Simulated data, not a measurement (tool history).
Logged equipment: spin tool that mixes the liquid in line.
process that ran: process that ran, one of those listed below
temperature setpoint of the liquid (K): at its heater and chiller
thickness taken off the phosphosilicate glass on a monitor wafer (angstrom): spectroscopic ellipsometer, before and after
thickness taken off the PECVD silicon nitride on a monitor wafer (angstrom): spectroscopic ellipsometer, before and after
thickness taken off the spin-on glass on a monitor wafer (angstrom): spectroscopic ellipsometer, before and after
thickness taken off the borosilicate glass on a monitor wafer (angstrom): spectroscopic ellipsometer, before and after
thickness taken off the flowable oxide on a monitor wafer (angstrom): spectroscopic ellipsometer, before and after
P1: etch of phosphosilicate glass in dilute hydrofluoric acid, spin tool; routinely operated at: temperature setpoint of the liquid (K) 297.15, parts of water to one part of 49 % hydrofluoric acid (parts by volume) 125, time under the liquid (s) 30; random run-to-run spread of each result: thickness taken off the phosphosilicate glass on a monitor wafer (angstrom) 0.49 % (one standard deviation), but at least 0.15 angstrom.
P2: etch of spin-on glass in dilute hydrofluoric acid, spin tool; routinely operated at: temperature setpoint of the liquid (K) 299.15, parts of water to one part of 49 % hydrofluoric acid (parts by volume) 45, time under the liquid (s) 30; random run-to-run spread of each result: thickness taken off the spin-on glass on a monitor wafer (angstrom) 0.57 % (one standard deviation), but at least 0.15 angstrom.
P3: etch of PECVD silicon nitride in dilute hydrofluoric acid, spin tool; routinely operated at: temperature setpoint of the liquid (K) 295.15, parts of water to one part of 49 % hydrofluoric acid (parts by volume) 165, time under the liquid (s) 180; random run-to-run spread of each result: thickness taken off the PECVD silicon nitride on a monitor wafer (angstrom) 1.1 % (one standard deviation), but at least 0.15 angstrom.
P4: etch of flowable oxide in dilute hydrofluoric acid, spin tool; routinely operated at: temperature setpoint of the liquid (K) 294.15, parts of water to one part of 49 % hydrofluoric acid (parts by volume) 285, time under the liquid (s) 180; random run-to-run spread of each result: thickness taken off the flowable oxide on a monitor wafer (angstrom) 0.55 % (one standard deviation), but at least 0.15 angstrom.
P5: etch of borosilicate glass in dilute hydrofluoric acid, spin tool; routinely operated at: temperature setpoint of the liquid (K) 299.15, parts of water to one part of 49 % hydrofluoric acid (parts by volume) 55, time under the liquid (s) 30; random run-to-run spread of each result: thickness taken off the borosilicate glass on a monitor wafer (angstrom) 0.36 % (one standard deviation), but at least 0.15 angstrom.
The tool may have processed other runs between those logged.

run	hour	process that ran	temperature setpoint of the liquid (K)	parts of water to one part of 49 % hydrofluoric acid (parts by volume)	time under the liquid (s)	hours since the thermometer was replaced	hours since the hydrofluoric acid flow meter was replaced	thickness taken off the phosphosilicate glass on a monitor wafer (angstrom)	thickness taken off the PECVD silicon nitride on a monitor wafer (angstrom)	thickness taken off the spin-on glass on a monitor wafer (angstrom)	thickness taken off the borosilicate glass on a monitor wafer (angstrom)	thickness taken off the flowable oxide on a monitor wafer (angstrom)
1	5.9	P1	297.15	125	30	810.5	277.6	245.86				
2	13.5	P3	295.15	165	305	818.1	285.2		43.468			
3	24.4	P2	299.15	45	30	829	296.1			537.05		
4	33.8	P5	299.15	100	30	838.4	305.5				181.43	
5	41.8	P2	299.15	45	30	846.4	313.5			532.34		
6	47.8	P3	303.65	165	180	852.4	319.5		43.291			
7	53.3	P1	297.15	125	50	857.9	325	411.54				
8	63	P5	299.15	55	30	867.6	334.7				353.43	
9	68.3	P3	295.15	165	180	872.9	340		25.402			
10	76.2	P1	297.15	125	15	880.8	347.9	123.69				
11	86.9	P2	307.15	45	30	891.5	358.6			733.04		
12	92.4	P4	294.15	285	70	897	364.1					83.943
13	98.6	P4	294.15	450	180	903.2	370.3					117.48
14	107.9	P5	299.15	55	15	912.5	379.6				175.85	
15	118.5	P3	295.15	165	180	923.1	390.2		25.796			
16	125.1	P5	305.65	55	30	929.7	396.8				454.92	
17	130.5	P5	299.15	55	30	935.1	402.2				352.15	
18	140.6	P4	294.15	285	180	945.2	412.3					212.85
19	150.5	P3	295.15	250	180	955.1	422.2		17.1			
20	157.2	P1	297.15	125	30	961.8	428.9	246.74				
21	162.9	P1	297.15	195	30	967.5	434.6	146.61				
22	172.5	P4	290.15	285	180	977.1	444.2					184.14
23	180.8	P1	304.65	40	30	985.4	452.5	1154.3				
24	187.6	P1	297.15	125	30	992.2	459.3	247.13				
25	195.1	P1	297.15	125	30	999.7	466.8	249.24				
26	203.6	P1	297.15	40	30	1008.2	475.3	862.09				
27	212.9	P1	304.65	125	30	1017.5	484.6	326.52				
28	218.9	P2	299.15	45	15	1023.5	490.6			268.1		
29	224.4	P1	293.15	125	30	1029	496.1	210.98				
30	231.9	P2	299.15	75	30	1036.5	503.6			310.16		
31	240.6	P1	297.15	125	30	1045.2	512.3	245.99				
32	250.1	P1	297.15	125	30	1054.7	521.8	256.45				
33	261.2	P1	297.15	125	30	1065.8	532.9	263.53				
34	268.1	P1	297.15	125	30	1072.7	539.8	262.34				
35	273.1	P1	297.15	125	30	1077.7	544.8	264.1				
36	282.2	P1	297.15	125	30	1086.8	553.9	265.66				
37	290.1	P1	297.15	125	30	1094.7	561.8	267.49				
38	301.3	P1	297.15	125	30	1105.9	573	268.2				
39	310	P1	297.15	125	30	1114.6	581.7	266.82				

The log shows P1 creeping away from where it was. Any of the 2 causes listed here, at the size stated for it, fits the log just as well as the others:
A: hydrofluoric acid flow above the setpoint (%) = 6.78
B: liquid hotter than its thermometer reads (K) = 1.95
The onset of the drift is placed at about hour 240.6.

Consider the 4 check runs below, whose results appear as question marks and each of which averages 2 wafers. Which one distinguishes the causes, in that each cause would give it a clearly different result?
check 1	318.7	P4	290.15	285	180							?
check 2	318.7	P2	304.15	70	30					?		
check 3	318.7	P5	299.15	70	15						?	
check 4	318.7	P3	295.15	165	255				?			

Check results expected under each cause:
check	result	if A	if B
check 1	thickness taken off the flowable oxide on a monitor wafer (angstrom)	200.41	198.91
check 2	thickness taken off the spin-on glass on a monitor wafer (angstrom)	434.84	435.51
check 3	thickness taken off the borosilicate glass on a monitor wafer (angstrom)	145.55	146.35
check 4	thickness taken off the PECVD silicon nitride on a monitor wafer (angstrom)	38.564	41.022
Gap, in per cent, between the two causes that each check separates least, read from the result that separates them most: check 1 0.75 %; check 2 0.15 %; check 3 0.55 %; check 4 6.18 %
The causes can be told apart only by check 4. The other checks would give nearly the same results under each of them.

Check 4 was then run and gave: thickness taken off the PECVD silicon nitride on a monitor wafer (angstrom) 40.964. Which cause is it?

Of the candidate causes, it is B: liquid hotter than its thermometer reads (K).

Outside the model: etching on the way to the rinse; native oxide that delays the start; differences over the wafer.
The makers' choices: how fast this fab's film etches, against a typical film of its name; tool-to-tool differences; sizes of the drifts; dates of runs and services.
